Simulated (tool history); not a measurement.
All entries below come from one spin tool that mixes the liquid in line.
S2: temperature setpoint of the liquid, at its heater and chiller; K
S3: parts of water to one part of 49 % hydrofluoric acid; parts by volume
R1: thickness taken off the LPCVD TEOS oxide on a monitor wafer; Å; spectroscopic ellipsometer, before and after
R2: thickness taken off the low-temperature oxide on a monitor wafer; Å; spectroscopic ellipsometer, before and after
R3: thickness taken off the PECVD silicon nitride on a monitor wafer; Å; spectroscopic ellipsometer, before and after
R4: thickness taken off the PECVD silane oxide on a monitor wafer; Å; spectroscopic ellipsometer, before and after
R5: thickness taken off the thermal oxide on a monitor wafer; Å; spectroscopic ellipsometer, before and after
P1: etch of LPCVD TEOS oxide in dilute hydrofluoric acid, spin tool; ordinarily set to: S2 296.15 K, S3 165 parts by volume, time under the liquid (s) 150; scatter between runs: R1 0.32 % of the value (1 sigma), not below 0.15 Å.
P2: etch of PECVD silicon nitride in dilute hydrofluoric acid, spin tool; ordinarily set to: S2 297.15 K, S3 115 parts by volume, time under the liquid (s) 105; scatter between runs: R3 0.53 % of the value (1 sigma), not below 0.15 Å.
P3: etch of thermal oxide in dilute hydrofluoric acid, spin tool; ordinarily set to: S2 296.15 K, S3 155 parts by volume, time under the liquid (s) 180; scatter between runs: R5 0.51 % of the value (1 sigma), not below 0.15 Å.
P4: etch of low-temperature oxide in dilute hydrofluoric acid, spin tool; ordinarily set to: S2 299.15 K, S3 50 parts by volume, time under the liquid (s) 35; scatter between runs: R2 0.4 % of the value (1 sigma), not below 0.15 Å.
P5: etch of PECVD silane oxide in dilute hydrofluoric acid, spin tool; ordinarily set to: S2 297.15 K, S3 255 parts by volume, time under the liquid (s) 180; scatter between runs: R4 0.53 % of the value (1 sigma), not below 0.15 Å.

run 1 day=0.562 | process_that_ran=P1 S2=296.15 S3=165 time_under_the_liquid_(s)=150 | R1=214.760
run 2 day=1.167 | process_that_ran=P4 S2=299.15 S3=50 time_under_the_liquid_(s)=35 | R2=115.910
run 3 day=1.496 | process_that_ran=P4 S2=299.15 S3=50 time_under_the_liquid_(s)=35 | R2=116.750
run 4 day=1.858 | process_that_ran=P1 S2=296.15 S3=165 time_under_the_liquid_(s)=150 | R1=214.310
run 5 day=2.283 | process_that_ran=P1 S2=296.15 S3=165 time_under_the_liquid_(s)=35 | R1=50.402
run 6 day=2.883 | process_that_ran=P1 S2=296.15 S3=165 time_under_the_liquid_(s)=150 | R1=216.010
run 7 day=3.200 | process_that_ran=P1 S2=290.15 S3=165 time_under_the_liquid_(s)=150 | R1=170.200
run 8 day=3.592 | process_that_ran=P2 S2=303.15 S3=115 time_under_the_liquid_(s)=105 | R3=74.958
run 9 day=4.183 | process_that_ran=P5 S2=297.15 S3=255 time_under_the_liquid_(s)=180 | R4=185.780
run 10 day=4.588 | process_that_ran=P1 S2=301.15 S3=65 time_under_the_liquid_(s)=150 | R1=750.570
run 11 day=4.946 | process_that_ran=P3 S2=296.15 S3=155 time_under_the_liquid_(s)=320 | R5=86.515
run 12 day=5.288 | process_that_ran=P1 S2=300.65 S3=165 time_under_the_liquid_(s)=150 | R1=254.800
run 13 day=5.612 | process_that_ran=P1 S2=296.15 S3=230 time_under_the_liquid_(s)=150 | R1=144.340
run 14 day=6.054 | process_that_ran=P1 S2=296.15 S3=165 time_under_the_liquid_(s)=150 | R1=216.030
run 15 day=6.525 | process_that_ran=P4 S2=299.15 S3=85 time_under_the_liquid_(s)=35 | R2=64.998
run 16 day=7.108 | process_that_ran=P1 S2=296.15 S3=260 time_under_the_liquid_(s)=245 | R1=201.420
run 17 day=7.754 | process_that_ran=P3 S2=296.15 S3=155 time_under_the_liquid_(s)=180 | R5=48.983
run 18 day=8.292 | process_that_ran=P5 S2=297.15 S3=255 time_under_the_liquid_(s)=70 | R4=71.661
run 19 day=8.833 | process_that_ran=P3 S2=302.65 S3=155 time_under_the_liquid_(s)=180 | R5=62.458
run 20 day=9.429 | process_that_ran=P2 S2=297.15 S3=60 time_under_the_liquid_(s)=105 | R3=96.456
run 21 day=9.750 | process_that_ran=P4 S2=291.15 S3=50 time_under_the_liquid_(s)=35 | R2=83.364
run 22 day=10.308 | process_that_ran=P2 S2=297.15 S3=115 time_under_the_liquid_(s)=35 | R3=17.017
run 23 day=10.929 | process_that_ran=P4 S2=299.15 S3=50 time_under_the_liquid_(s)=15 | R2=49.788
run 24 day=11.225 | process_that_ran=P5 S2=290.65 S3=255 time_under_the_liquid_(s)=180 | R4=145.410
run 25 day=11.817 | process_that_ran=P3 S2=296.15 S3=245 time_under_the_liquid_(s)=180 | R5=27.718
run 26 day=12.217 | process_that_ran=P5 S2=297.15 S3=100 time_under_the_liquid_(s)=180 | R4=553.640
run 27 day=12.642 | process_that_ran=P2 S2=297.15 S3=115 time_under_the_liquid_(s)=105 | R3=50.531
run 28 day=13.192 | process_that_ran=P1 S2=296.15 S3=165 time_under_the_liquid_(s)=255 | R1=366.330
run 29 day=13.738 | process_that_ran=P1 S2=296.15 S3=60 time_under_the_liquid_(s)=150 | R1=670.480
run 30 day=14.238 | process_that_ran=P1 S2=296.15 S3=165 time_under_the_liquid_(s)=150 | R1=213.930
run 31 day=14.717 | process_that_ran=P1 S2=296.15 S3=165 time_under_the_liquid_(s)=150 | R1=214.190
run 32 day=15.146 | process_that_ran=P1 S2=296.15 S3=165 time_under_the_liquid_(s)=150 | R1=223.450
run 33 day=15.583 | process_that_ran=P1 S2=296.15 S3=165 time_under_the_liquid_(s)=150 | R1=228.700
run 34 day=15.962 | process_that_ran=P1 S2=296.15 S3=165 time_under_the_liquid_(s)=150 | R1=230.420
run 35 day=16.342 | process_that_ran=P1 S2=296.15 S3=165 time_under_the_liquid_(s)=150 | R1=229.810
run 36 day=16.654 | process_that_ran=P1 S2=296.15 S3=165 time_under_the_liquid_(s)=150 | R1=231.470
run 37 day=16.958 | process_that_ran=P1 S2=296.15 S3=165 time_under_the_liquid_(s)=150 | R1=232.960
run 38 day=17.579 | process_that_ran=P1 S2=296.15 S3=165 time_under_the_liquid_(s)=150 | R1=231.310

The output of P1 has drifted from where it used to be. Each of the 2 causes below, taken at the size shown beside it, accounts for the log equally well:
A: liquid hotter than its thermometer reads (K) = 2
B: hydrofluoric acid flow above the setpoint (%) = 6.63
Onset of the creep was near day 14.717.

Below are 4 check runs, each on a single wafer, with their results shown as question marks. Which of them would tell the listed causes apart, meaning the causes would give clearly different results under it?
run check 1 day=18.200 | process_that_ran=P3 S2=296.15 S3=240 time_under_the_liquid_(s)=180 | R5=?
run check 2 day=18.200 | process_that_ran=P2 S2=302.65 S3=115 time_under_the_liquid_(s)=105 | R3=?
run check 3 day=18.200 | process_that_ran=P4 S2=299.15 S3=70 time_under_the_liquid_(s)=20 | R2=?
run check 4 day=18.200 | process_that_ran=P5 S2=290.65 S3=255 time_under_the_liquid_(s)=75 | R4=?

Predicted outcomes, by check and by cause:
check=check_1 result=R5 if_A=30.898 if_B=31.124
check=check_2 result=R3 if_A=82.262 if_B=77.517
check=check_3 result=R2 if_A=49.950 if_B=49.505
check=check_4 result=R4 if_A=65.080 if_B=65.216
Per-check spread between the two closest causes, in the result where they differ most: check 1 0.73 %; check 2 5.94 %; check 3 0.9 %; check 4 0.21 %
Check 2 distinguishes between the causes, while the remaining checks would return nearly the same result for all of them.

Here is what check 2 returned: R3 81.920 Å. Which cause is it?

The cause is A: liquid hotter than its thermometer reads (K).

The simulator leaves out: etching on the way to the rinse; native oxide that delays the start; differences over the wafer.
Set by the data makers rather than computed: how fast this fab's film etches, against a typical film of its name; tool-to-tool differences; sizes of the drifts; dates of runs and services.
